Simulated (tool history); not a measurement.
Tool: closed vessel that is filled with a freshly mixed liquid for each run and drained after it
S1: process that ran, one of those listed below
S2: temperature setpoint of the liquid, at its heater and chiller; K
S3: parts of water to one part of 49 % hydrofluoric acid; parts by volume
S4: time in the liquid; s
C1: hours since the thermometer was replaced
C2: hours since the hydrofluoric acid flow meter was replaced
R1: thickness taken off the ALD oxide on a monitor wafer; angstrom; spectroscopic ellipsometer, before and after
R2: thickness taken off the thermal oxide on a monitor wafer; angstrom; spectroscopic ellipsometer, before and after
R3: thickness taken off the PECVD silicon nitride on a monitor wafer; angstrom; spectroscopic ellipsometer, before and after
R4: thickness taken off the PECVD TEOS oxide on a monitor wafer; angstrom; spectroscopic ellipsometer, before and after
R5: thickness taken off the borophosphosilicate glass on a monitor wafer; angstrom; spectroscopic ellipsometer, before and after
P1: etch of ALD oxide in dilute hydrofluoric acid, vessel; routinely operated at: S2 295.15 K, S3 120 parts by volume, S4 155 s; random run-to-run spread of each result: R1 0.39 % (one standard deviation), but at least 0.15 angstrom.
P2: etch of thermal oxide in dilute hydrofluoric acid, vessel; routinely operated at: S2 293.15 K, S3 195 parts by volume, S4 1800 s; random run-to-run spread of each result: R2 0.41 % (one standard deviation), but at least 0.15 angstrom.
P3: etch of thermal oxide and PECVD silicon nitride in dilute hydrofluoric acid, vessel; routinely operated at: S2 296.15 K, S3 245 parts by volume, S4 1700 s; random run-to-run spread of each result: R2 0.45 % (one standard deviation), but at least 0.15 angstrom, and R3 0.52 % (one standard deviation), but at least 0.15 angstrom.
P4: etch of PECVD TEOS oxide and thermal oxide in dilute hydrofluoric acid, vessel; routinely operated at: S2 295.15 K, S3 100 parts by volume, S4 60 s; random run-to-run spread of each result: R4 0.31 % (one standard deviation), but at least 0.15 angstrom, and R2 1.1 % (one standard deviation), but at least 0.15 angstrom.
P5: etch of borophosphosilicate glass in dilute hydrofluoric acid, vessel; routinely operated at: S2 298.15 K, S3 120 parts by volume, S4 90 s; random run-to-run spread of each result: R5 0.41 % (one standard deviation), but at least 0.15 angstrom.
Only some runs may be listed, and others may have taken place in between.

run 1 hour=10.3 | S1=P1 S2=295.15 S3=120 S4=155 | C1=845.6 C2=675.3 | R1=173.190
run 2 hour=23.5 | S1=P1 S2=290.15 S3=120 S4=155 | C1=858.8 C2=688.5 | R1=141.960
run 3 hour=35.8 | S1=P1 S2=295.15 S3=75 S4=155 | C1=871.1 C2=700.8 | R1=297.620
run 4 hour=41.6 | S1=P3 S2=296.15 S3=245 S4=2650 | C1=876.9 C2=706.6 | R2=417.930 R3=208.880
run 5 hour=50.9 | S1=P4 S2=299.65 S3=100 S4=60 | C1=886.2 C2=715.9 | R2=30.082 R4=171.34
run 6 hour=59.4 | S1=P1 S2=295.15 S3=120 S4=70 | C1=894.7 C2=724.4 | R1=78.673
run 7 hour=71.1 | S1=P1 S2=295.15 S3=120 S4=155 | C1=906.4 C2=736.1 | R1=175.400
run 8 hour=81.6 | S1=P1 S2=295.15 S3=120 S4=250 | C1=916.9 C2=746.6 | R1=281.530
run 9 hour=91.3 | S1=P1 S2=295.15 S3=120 S4=155 | C1=926.6 C2=756.3 | R1=175.300
run 10 hour=98.7 | S1=P1 S2=299.15 S3=30 S4=155 | C1=934.0 C2=763.7 | R1=923.980
run 11 hour=106.3 | S1=P2 S2=293.15 S3=195 S4=725 | C1=941.6 C2=771.3 | R2=129.570
run 12 hour=116.4 | S1=P5 S2=298.15 S3=165 S4=90 | C1=951.7 C2=781.4 | R5=162.610
run 13 hour=125.1 | S1=P2 S2=290.15 S3=195 S4=1800 | C1=960.4 C2=790.1 | R2=286.360
run 14 hour=132.0 | S1=P1 S2=300.65 S3=55 S4=155 | C1=967.3 C2=797.0 | R1=515.240
run 15 hour=138.7 | S1=P5 S2=298.15 S3=120 S4=30 | C1=974.0 C2=803.7 | R5=78.504
run 16 hour=145.8 | S1=P4 S2=295.15 S3=100 S4=60 | C1=981.1 C2=810.8 | R2=25.419 R4=142.79
run 17 hour=152.3 | S1=P4 S2=295.15 S3=20 S4=60 | C1=987.6 C2=817.3 | R2=139.850 R4=789.95
run 18 hour=164.8 | S1=P3 S2=296.15 S3=75 S4=1700 | C1=1000.1 C2=829.8 | R2=1051.300 R3=432.810
run 19 hour=176.9 | S1=P4 S2=295.15 S3=100 S4=120 | C1=1012.2 C2=841.9 | R2=49.797 R4=286.62
run 20 hour=185.6 | S1=P3 S2=290.15 S3=245 S4=1700 | C1=1020.9 C2=850.6 | R2=210.850 R3=91.227
run 21 hour=195.9 | S1=P3 S2=296.15 S3=245 S4=1700 | C1=1031.2 C2=860.9 | R2=267.050 R3=133.830
run 22 hour=205.4 | S1=P5 S2=306.15 S3=120 S4=90 | C1=1040.7 C2=870.4 | R5=315.690
run 23 hour=216.8 | S1=P1 S2=301.15 S3=120 S4=155 | C1=1052.1 C2=881.8 | R1=218.890
run 24 hour=227.4 | S1=P2 S2=293.15 S3=85 S4=1800 | C1=1062.7 C2=892.4 | R2=829.850
run 25 hour=234.1 | S1=P1 S2=295.15 S3=220 S4=155 | C1=1069.4 C2=899.1 | R1=86.096
run 26 hour=241.1 | S1=P1 S2=295.15 S3=120 S4=155 | C1=1076.4 C2=906.1 | R1=174.720
run 27 hour=254.1 | S1=P5 S2=298.15 S3=120 S4=90 | C1=1089.4 C2=919.1 | R5=235.250
run 28 hour=263.5 | S1=P2 S2=293.15 S3=195 S4=1800 | C1=1098.8 C2=928.5 | R2=321.990
run 29 hour=272.8 | S1=P1 S2=295.15 S3=120 S4=155 | C1=1108.1 C2=937.8 | R1=173.970

Run 30 is up next; what results do you expect?
run 30 hour=286.0 | S1=P1 S2=295.15 S3=120 S4=155 | C1=1121.3 C2=951.0 | R1=?

For run 30 the tool returned R1 174.780 angstrom.
